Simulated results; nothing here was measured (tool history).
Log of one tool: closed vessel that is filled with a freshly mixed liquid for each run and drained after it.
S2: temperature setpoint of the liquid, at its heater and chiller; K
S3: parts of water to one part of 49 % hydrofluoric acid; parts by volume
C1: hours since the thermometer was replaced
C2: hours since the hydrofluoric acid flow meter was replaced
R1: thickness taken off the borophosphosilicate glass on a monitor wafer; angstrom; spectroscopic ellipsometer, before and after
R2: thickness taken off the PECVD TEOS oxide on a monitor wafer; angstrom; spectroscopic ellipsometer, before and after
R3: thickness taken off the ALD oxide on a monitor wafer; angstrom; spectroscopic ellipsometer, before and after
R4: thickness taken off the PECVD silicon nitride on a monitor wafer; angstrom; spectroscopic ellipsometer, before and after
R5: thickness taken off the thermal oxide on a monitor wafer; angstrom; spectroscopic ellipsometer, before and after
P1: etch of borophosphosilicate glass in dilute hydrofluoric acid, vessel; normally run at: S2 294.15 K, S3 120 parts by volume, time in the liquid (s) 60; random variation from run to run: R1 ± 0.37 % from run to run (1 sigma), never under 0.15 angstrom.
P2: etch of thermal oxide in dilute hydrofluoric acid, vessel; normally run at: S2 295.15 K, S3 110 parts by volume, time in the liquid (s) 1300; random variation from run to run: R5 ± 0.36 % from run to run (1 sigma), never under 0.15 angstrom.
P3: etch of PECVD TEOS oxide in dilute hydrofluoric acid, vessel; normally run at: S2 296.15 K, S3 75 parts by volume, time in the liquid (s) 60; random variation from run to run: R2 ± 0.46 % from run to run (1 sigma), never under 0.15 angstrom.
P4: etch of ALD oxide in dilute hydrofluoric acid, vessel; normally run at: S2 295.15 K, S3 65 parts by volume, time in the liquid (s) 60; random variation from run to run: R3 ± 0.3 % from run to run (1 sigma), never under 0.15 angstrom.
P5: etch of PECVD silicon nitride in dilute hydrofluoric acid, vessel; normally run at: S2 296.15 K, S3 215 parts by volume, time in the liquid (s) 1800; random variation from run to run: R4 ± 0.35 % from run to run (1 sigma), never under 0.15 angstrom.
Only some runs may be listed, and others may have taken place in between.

run 1 day=0.304 | process_that_ran=P1 S2=294.15 S3=120 time_in_the_liquid_(s)=60 | C1=400.5 C2=166.6 | R1=269.43
run 2 day=0.579 | process_that_ran=P1 S2=299.15 S3=120 time_in_the_liquid_(s)=60 | C1=407.1 C2=173.2 | R1=329.96
run 3 day=0.817 | process_that_ran=P3 S2=296.15 S3=75 time_in_the_liquid_(s)=30 | C1=412.8 C2=178.9 | R2=99.592
run 4 day=0.958 | process_that_ran=P4 S2=295.15 S3=65 time_in_the_liquid_(s)=105 | C1=416.2 C2=182.3 | R3=263.140
run 5 day=1.200 | process_that_ran=P5 S2=296.15 S3=215 time_in_the_liquid_(s)=570 | C1=422.0 C2=188.1 | R4=42.762
run 6 day=1.442 | process_that_ran=P3 S2=299.65 S3=75 time_in_the_liquid_(s)=60 | C1=427.8 C2=193.9 | R2=229.970
run 7 day=1.746 | process_that_ran=P5 S2=296.15 S3=215 time_in_the_liquid_(s)=1800 | C1=435.1 C2=201.2 | R4=134.370
run 8 day=1.917 | process_that_ran=P1 S2=294.15 S3=45 time_in_the_liquid_(s)=60 | C1=439.2 C2=205.3 | R1=787.87
run 9 day=2.088 | process_that_ran=P2 S2=290.15 S3=110 time_in_the_liquid_(s)=1300 | C1=443.3 C2=209.4 | R5=400.47
run 10 day=2.296 | process_that_ran=P5 S2=296.15 S3=380 time_in_the_liquid_(s)=1800 | C1=448.3 C2=214.4 | R4=77.128
run 11 day=2.567 | process_that_ran=P1 S2=294.15 S3=120 time_in_the_liquid_(s)=60 | C1=454.8 C2=220.9 | R1=270.79
-- day=2.617 thermometer replaced
run 12 day=2.883 | process_that_ran=P3 S2=296.15 S3=75 time_in_the_liquid_(s)=60 | C1=6.4 C2=228.5 | R2=200.080
run 13 day=3.083 | process_that_ran=P1 S2=294.15 S3=120 time_in_the_liquid_(s)=60 | C1=11.2 C2=233.3 | R1=270.53
run 14 day=3.317 | process_that_ran=P1 S2=294.15 S3=120 time_in_the_liquid_(s)=60 | C1=16.8 C2=238.9 | R1=269.20
run 15 day=3.575 | process_that_ran=P3 S2=296.15 S3=75 time_in_the_liquid_(s)=60 | C1=23.0 C2=245.1 | R2=200.610
run 16 day=3.896 | process_that_ran=P3 S2=296.15 S3=125 time_in_the_liquid_(s)=60 | C1=30.7 C2=252.8 | R2=113.040
run 17 day=4.167 | process_that_ran=P5 S2=302.65 S3=215 time_in_the_liquid_(s)=1800 | C1=37.2 C2=259.3 | R4=201.820
run 18 day=4.458 | process_that_ran=P2 S2=295.15 S3=25 time_in_the_liquid_(s)=1300 | C1=44.2 C2=266.3 | R5=2431.40
run 19 day=4.758 | process_that_ran=P5 S2=296.15 S3=215 time_in_the_liquid_(s)=1800 | C1=51.4 C2=273.5 | R4=135.040
run 20 day=5.079 | process_that_ran=P1 S2=294.15 S3=50 time_in_the_liquid_(s)=30 | C1=59.1 C2=281.2 | R1=354.17
run 21 day=5.233 | process_that_ran=P2 S2=295.15 S3=110 time_in_the_liquid_(s)=275 | C1=62.8 C2=284.9 | R5=105.45
run 22 day=5.529 | process_that_ran=P4 S2=299.65 S3=65 time_in_the_liquid_(s)=60 | C1=69.9 C2=292.0 | R3=179.360
run 23 day=5.708 | process_that_ran=P1 S2=294.15 S3=120 time_in_the_liquid_(s)=30 | C1=74.2 C2=296.3 | R1=135.50
run 24 day=5.871 | process_that_ran=P1 S2=294.15 S3=170 time_in_the_liquid_(s)=60 | C1=78.1 C2=300.2 | R1=180.19
run 25 day=6.179 | process_that_ran=P1 S2=294.15 S3=120 time_in_the_liquid_(s)=105 | C1=85.5 C2=307.6 | R1=474.12
run 26 day=6.325 | process_that_ran=P1 S2=290.15 S3=120 time_in_the_liquid_(s)=60 | C1=89.0 C2=311.1 | R1=228.52
run 27 day=6.654 | process_that_ran=P2 S2=295.15 S3=110 time_in_the_liquid_(s)=1300 | C1=96.9 C2=319.0 | R5=499.97
run 28 day=6.946 | process_that_ran=P2 S2=295.15 S3=110 time_in_the_liquid_(s)=1300 | C1=103.9 C2=326.0 | R5=495.83
run 29 day=7.150 | process_that_ran=P4 S2=295.15 S3=95 time_in_the_liquid_(s)=60 | C1=108.8 C2=330.9 | R3=98.673
run 30 day=7.450 | process_that_ran=P1 S2=294.15 S3=65 time_in_the_liquid_(s)=90 | C1=116.0 C2=338.1 | R1=796.07
run 31 day=7.725 | process_that_ran=P4 S2=295.15 S3=65 time_in_the_liquid_(s)=60 | C1=122.6 C2=344.7 | R3=150.410
run 32 day=8.050 | process_that_ran=P1 S2=294.15 S3=120 time_in_the_liquid_(s)=60 | C1=130.4 C2=352.5 | R1=268.39
run 33 day=8.229 | process_that_ran=P1 S2=294.15 S3=120 time_in_the_liquid_(s)=60 | C1=134.7 C2=356.8 | R1=269.14
run 34 day=8.546 | process_that_ran=P1 S2=294.15 S3=120 time_in_the_liquid_(s)=60 | C1=142.3 C2=364.4 | R1=271.24
run 35 day=8.854 | process_that_ran=P1 S2=294.15 S3=120 time_in_the_liquid_(s)=60 | C1=149.7 C2=371.8 | R1=260.01
run 36 day=9.012 | process_that_ran=P1 S2=294.15 S3=120 time_in_the_liquid_(s)=60 | C1=153.5 C2=375.6 | R1=255.49
run 37 day=9.279 | process_that_ran=P1 S2=294.15 S3=120 time_in_the_liquid_(s)=60 | C1=159.9 C2=382.0 | R1=253.58
run 38 day=9.475 | process_that_ran=P1 S2=294.15 S3=120 time_in_the_liquid_(s)=60 | C1=164.6 C2=386.7 | R1=250.94
run 39 day=9.638 | process_that_ran=P1 S2=294.15 S3=120 time_in_the_liquid_(s)=60 | C1=168.5 C2=390.6 | R1=246.39
run 40 day=9.833 | process_that_ran=P1 S2=294.15 S3=120 time_in_the_liquid_(s)=60 | C1=173.2 C2=395.3 | R1=248.19
run 41 day=10.079 | process_that_ran=P1 S2=294.15 S3=120 time_in_the_liquid_(s)=60 | C1=179.1 C2=401.2 | R1=246.30
run 42 day=10.362 | process_that_ran=P1 S2=294.15 S3=120 time_in_the_liquid_(s)=60 | C1=185.9 C2=408.0 | R1=246.38
run 43 day=10.667 | process_that_ran=P1 S2=294.15 S3=120 time_in_the_liquid_(s)=60 | C1=193.2 C2=415.3 | R1=246.60
run 44 day=10.904 | process_that_ran=P1 S2=294.15 S3=120 time_in_the_liquid_(s)=60 | C1=198.9 C2=421.0 | R1=245.98

P1 no longer gives what it gave before; its output has crept away from where it was. The following 2 causes, each at its listed size, fit the log equally well:
A: liquid colder than its thermometer reads (K) = 2.41
B: hydrofluoric acid flow below the setpoint (%) = 8.23
The creep began at about day 8.546.

4 check runs are offered, one wafer each, their results left as question marks. Which one tells the causes apart?
run check 1 day=11.142 | process_that_ran=P5 S2=296.15 S3=215 time_in_the_liquid_(s)=1800 | R4=?
run check 2 day=11.142 | process_that_ran=P3 S2=296.15 S3=75 time_in_the_liquid_(s)=60 | R2=?
run check 3 day=11.142 | process_that_ran=P4 S2=295.15 S3=65 time_in_the_liquid_(s)=60 | R3=?
run check 4 day=11.142 | process_that_ran=P2 S2=295.15 S3=110 time_in_the_liquid_(s)=1300 | R5=?

Check results expected under each cause:
check=check_1 result=R4 if_A=115.570 if_B=123.960
check=check_2 result=R2 if_A=181.170 if_B=182.050
check=check_3 result=R3 if_A=135.500 if_B=136.530
check=check_4 result=R5 if_A=449.20 if_B=449.42
Per check, the gap between the least separated pair of causes, taken in the result that splits them most: check 1 7.01 %; check 2 0.48 %; check 3 0.76 %; check 4 0.05 %
Check 1 tells the causes apart: in the others they would give nearly the same result.

Here is what check 1 returned: R4 114.710 angstrom. Which cause is it?

The correct cause is A, namely: liquid colder than its thermometer reads (K).

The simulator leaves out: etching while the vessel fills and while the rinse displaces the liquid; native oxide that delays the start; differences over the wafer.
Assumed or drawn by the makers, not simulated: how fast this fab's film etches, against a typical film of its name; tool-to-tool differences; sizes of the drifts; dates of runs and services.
